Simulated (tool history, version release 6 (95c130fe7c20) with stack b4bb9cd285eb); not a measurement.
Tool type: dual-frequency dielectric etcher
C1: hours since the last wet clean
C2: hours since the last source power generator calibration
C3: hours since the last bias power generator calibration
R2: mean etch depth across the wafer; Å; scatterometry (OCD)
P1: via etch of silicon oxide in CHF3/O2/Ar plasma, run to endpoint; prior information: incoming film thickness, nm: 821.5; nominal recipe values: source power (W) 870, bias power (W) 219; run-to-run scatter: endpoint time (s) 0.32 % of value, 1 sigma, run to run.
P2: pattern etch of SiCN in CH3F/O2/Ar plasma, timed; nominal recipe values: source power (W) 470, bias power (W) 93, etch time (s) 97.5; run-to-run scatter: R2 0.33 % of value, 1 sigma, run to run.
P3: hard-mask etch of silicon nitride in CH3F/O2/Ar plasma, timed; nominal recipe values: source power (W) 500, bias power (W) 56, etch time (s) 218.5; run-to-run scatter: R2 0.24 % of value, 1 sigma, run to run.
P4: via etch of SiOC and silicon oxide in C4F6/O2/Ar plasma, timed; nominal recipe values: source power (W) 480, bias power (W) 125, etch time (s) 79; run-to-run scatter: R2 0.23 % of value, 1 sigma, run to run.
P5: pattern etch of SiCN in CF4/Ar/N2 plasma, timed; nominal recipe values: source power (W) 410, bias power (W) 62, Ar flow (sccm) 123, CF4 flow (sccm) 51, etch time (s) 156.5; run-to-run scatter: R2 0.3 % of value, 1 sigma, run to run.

Run 1, hour 4.4: process that ran P1, source power (W) 870, bias power (W) 219; C1 236.7; C2 1056.2; C3 1943.3. Result: endpoint time (s) 332.75.
Run 2, hour 11: process that ran P4, source power (W) 480, bias power (W) 125, etch time (s) 79; C1 243.3; C2 1062.8; C3 1949.9. Result: R2 842.23 Å.
Run 3, hour 19.7: process that ran P1, source power (W) 1130, bias power (W) 219; C1 252; C2 1071.5; C3 1958.6. Result: endpoint time (s) 302.
Run 4, hour 28.4: process that ran P5, source power (W) 410, bias power (W) 62, etch time (s) 156.5, Ar flow (sccm) 123, CF4 flow (sccm) 51; C1 260.7; C2 1080.2; C3 1967.3. Result: R2 1082.1 Å.
At hour 32.4: bias power generator calibrated.
Run 5, hour 34.9: process that ran P4, source power (W) 480, bias power (W) 157, etch time (s) 79; C1 267.2; C2 1086.7; C3 2.6. Result: R2 907.7 Å.
At hour 39: source power generator calibrated.
Run 6, hour 39.7: process that ran P5, source power (W) 410, bias power (W) 37, etch time (s) 156.5, Ar flow (sccm) 123, CF4 flow (sccm) 51; C1 272; C2 0.7; C3 7.4. Result: R2 904.11 Å.
Run 7, hour 46.8: process that ran P3, source power (W) 310, bias power (W) 56, etch time (s) 218.5; C1 279.1; C2 7.8; C3 14.5. Result: R2 1254.3 Å.
Run 8, hour 52.7: process that ran P1, source power (W) 870, bias power (W) 150; C1 285; C2 13.7; C3 20.4. Result: endpoint time (s) 377.38.
Run 9, hour 60.3: process that ran P5, source power (W) 410, bias power (W) 62, etch time (s) 193, Ar flow (sccm) 123, CF4 flow (sccm) 51; C1 292.6; C2 21.3; C3 28. Result: R2 1334 Å.
Run 10, hour 67.8: process that ran P2, source power (W) 470, bias power (W) 127, etch time (s) 97.5; C1 300.1; C2 28.8; C3 35.5. Result: R2 479.34 Å.
Run 11, hour 74.8: process that ran P4, source power (W) 480, bias power (W) 125, etch time (s) 116; C1 307.1; C2 35.8; C3 42.5. Result: R2 1242.7 Å.
Run 12, hour 79.4: process that ran P1, source power (W) 870, bias power (W) 219; C1 311.7; C2 40.4; C3 47.1. Result: endpoint time (s) 334.37.
Run 13, hour 84.2: process that ran P5, source power (W) 330, bias power (W) 62, etch time (s) 156.5, Ar flow (sccm) 123, CF4 flow (sccm) 51; C1 316.5; C2 45.2; C3 51.9. Result: R2 893.15 Å.
Run 14, hour 88.3: process that ran P3, source power (W) 500, bias power (W) 38, etch time (s) 218.5; C1 320.6; C2 49.3; C3 56. Result: R2 1345.6 Å.
Run 15, hour 93.8: process that ran P3, source power (W) 500, bias power (W) 56, etch time (s) 318.5; C1 326.1; C2 54.8; C3 61.5. Result: R2 2197.2 Å.
Run 16, hour 98.8: process that ran P1, source power (W) 870, bias power (W) 219; C1 331.1; C2 59.8; C3 66.5. Result: endpoint time (s) 335.37.
Run 17, hour 107.9: process that ran P2, source power (W) 310, bias power (W) 93, etch time (s) 97.5; C1 340.2; C2 68.9; C3 75.6. Result: R2 364.34 Å.
Run 18, hour 116.2: process that ran P2, source power (W) 470, bias power (W) 93, etch time (s) 131; C1 348.5; C2 77.2; C3 83.9. Result: R2 572.81 Å.
Run 19, hour 122.8: process that ran P5, source power (W) 410, bias power (W) 62, etch time (s) 156.5, Ar flow (sccm) 123, CF4 flow (sccm) 68; C1 355.1; C2 83.8; C3 90.5. Result: R2 1135.8 Å.
Run 20, hour 131.1: process that ran P1, source power (W) 720, bias power (W) 168; C1 363.4; C2 92.1; C3 98.8. Result: endpoint time (s) 391.6.
Run 21, hour 139.8: process that ran P3, source power (W) 500, bias power (W) 56, etch time (s) 218.5; C1 372.1; C2 100.8; C3 107.5. Result: R2 1505.6 Å.
Run 22, hour 144.5: process that ran P2, source power (W) 470, bias power (W) 93, etch time (s) 97.5; C1 376.8; C2 105.5; C3 112.2. Result: R2 423.63 Å.
Run 23, hour 150.9: process that ran P4, source power (W) 310, bias power (W) 125, etch time (s) 79; C1 383.2; C2 111.9; C3 118.6. Result: R2 711.54 Å.
Run 24, hour 158.1: process that ran P1, source power (W) 620, bias power (W) 219; C1 390.4; C2 119.1; C3 125.8. Result: endpoint time (s) 378.04.
Run 25, hour 164.8: process that ran P5, source power (W) 410, bias power (W) 62, etch time (s) 156.5, Ar flow (sccm) 76, CF4 flow (sccm) 51; C1 397.1; C2 125.8; C3 132.5. Result: R2 1168 Å.
Run 26, hour 169.4: process that ran P1, source power (W) 870, bias power (W) 303; C1 401.7; C2 130.4; C3 137.1. Result: endpoint time (s) 298.43.
Run 27, hour 177.4: process that ran P4, source power (W) 480, bias power (W) 125, etch time (s) 79; C1 409.7; C2 138.4; C3 145.1. Result: R2 845.02 Å.
At hour 178.7: wet clean of the chamber.
Run 28, hour 186.4: process that ran P2, source power (W) 470, bias power (W) 93, etch time (s) 97.5; C1 7.8; C2 147.4; C3 154.1. Result: R2 427.59 Å.
Run 29, hour 193.9: process that ran P1, source power (W) 650, bias power (W) 173; C1 15.3; C2 154.9; C3 161.6. Result: endpoint time (s) 403.06.
Run 30, hour 201.5: process that ran P1, source power (W) 870, bias power (W) 219; C1 22.9; C2 162.5; C3 169.2. Result: endpoint time (s) 334.58.
Run 31, hour 206.6: process that ran P3, source power (W) 500, bias power (W) 56, etch time (s) 218.5; C1 28; C2 167.6; C3 174.3. Result: R2 1510.2 Å.
Run 32, hour 211.9: process that ran P1, source power (W) 870, bias power (W) 219; C1 33.3; C2 172.9; C3 179.6. Result: endpoint time (s) 334.4.
Run 33, hour 220.7: process that ran P1, source power (W) 870, bias power (W) 219; C1 42.1; C2 181.7; C3 188.4. Result: endpoint time (s) 335.73.
Run 34, hour 227.9: process that ran P1, source power (W) 870, bias power (W) 219; C1 49.3; C2 188.9; C3 195.6. Result: endpoint time (s) 340.08.
Run 35, hour 234.3: process that ran P1, source power (W) 870, bias power (W) 219; C1 55.7; C2 195.3; C3 202. Result: endpoint time (s) 337.17.
Run 36, hour 242.2: process that ran P1, source power (W) 870, bias power (W) 219; C1 63.6; C2 203.2; C3 209.9. Result: endpoint time (s) 339.84.
Run 37, hour 249: process that ran P1, source power (W) 870, bias power (W) 219; C1 70.4; C2 210; C3 216.7. Result: endpoint time (s) 339.43.
Run 38, hour 253.6: process that ran P1, source power (W) 870, bias power (W) 219; C1 75; C2 214.6; C3 221.3. Result: endpoint time (s) 339.56.
At hour 258.6: wet clean of the chamber.
Run 39, hour 261.2: process that ran P1, source power (W) 870, bias power (W) 219; C1 2.7; C2 222.2; C3 228.9. Result: endpoint time (s) 339.42.
Run 40, hour 265.8: process that ran P1, source power (W) 870, bias power (W) 219; C1 7.3; C2 226.8; C3 233.5. Result: endpoint time (s) 340.28.
Run 41, hour 273: process that ran P1, source power (W) 870, bias power (W) 219; C1 14.5; C2 234; C3 240.7. Result: endpoint time (s) 341.08.
Run 42, hour 277.4: process that ran P1, source power (W) 870, bias power (W) 219; C1 18.9; C2 238.4; C3 245.1. Result: endpoint time (s) 339.3.
Run 43, hour 284.7: process that ran P1, source power (W) 870, bias power (W) 219; C1 26.2; C2 245.7; C3 252.4. Result: endpoint time (s) 340.34.

Compared with where it was, what P1 gives has crept away. Each cause listed below fits the log as well as the rest, at the size given for it:
A: source power that arrives under what is set, % = 4.19
B: bias power that arrives under what is set, % = 4.7
The drift started at roughly hour 211.9.
What rules out each remaining cause:
chamber walls in a state that lowers the etch rate, %: serviced after onset, at hour 258.6, with no recovery of the prior output

Each of the 4 check runs below uses one wafer; its results are left as question marks. Which run tells the causes apart?
Run check 1, hour 292: process that ran P3, source power (W) 330, bias power (W) 56, etch time (s) 313.5. Result: R2 ?.
Run check 2, hour 292: process that ran P2, source power (W) 400, bias power (W) 93, etch time (s) 97.5. Result: R2 ?.
Run check 3, hour 292: process that ran P5, source power (W) 410, bias power (W) 37, etch time (s) 156.5, Ar flow (sccm) 87, CF4 flow (sccm) 51. Result: R2 ?.
Run check 4, hour 292: process that ran P4, source power (W) 320, bias power (W) 125, etch time (s) 109. Result: R2 ?.

Check results expected under each cause:
  check  result    if A    if B
check 1      R2  1812.8  1814.1
check 2      R2   394.4  393.62
check 3      R2  930.62  952.72
check 4      R2     976  978.35
Minimum pairwise separation of causes per check, each pair taken at its best-separating result: check 1 0.07 %; check 2 0.2 %; check 3 2.35 %; check 4 0.24 %
Of the check runs offered, only check 3 discriminates between the causes; the rest would read about the same regardless of which cause applies.

Check 3 was carried out, with these results: R2 952.97 Å. Which of the listed causes is responsible?

The cause is B: bias power that arrives under what is set, %.
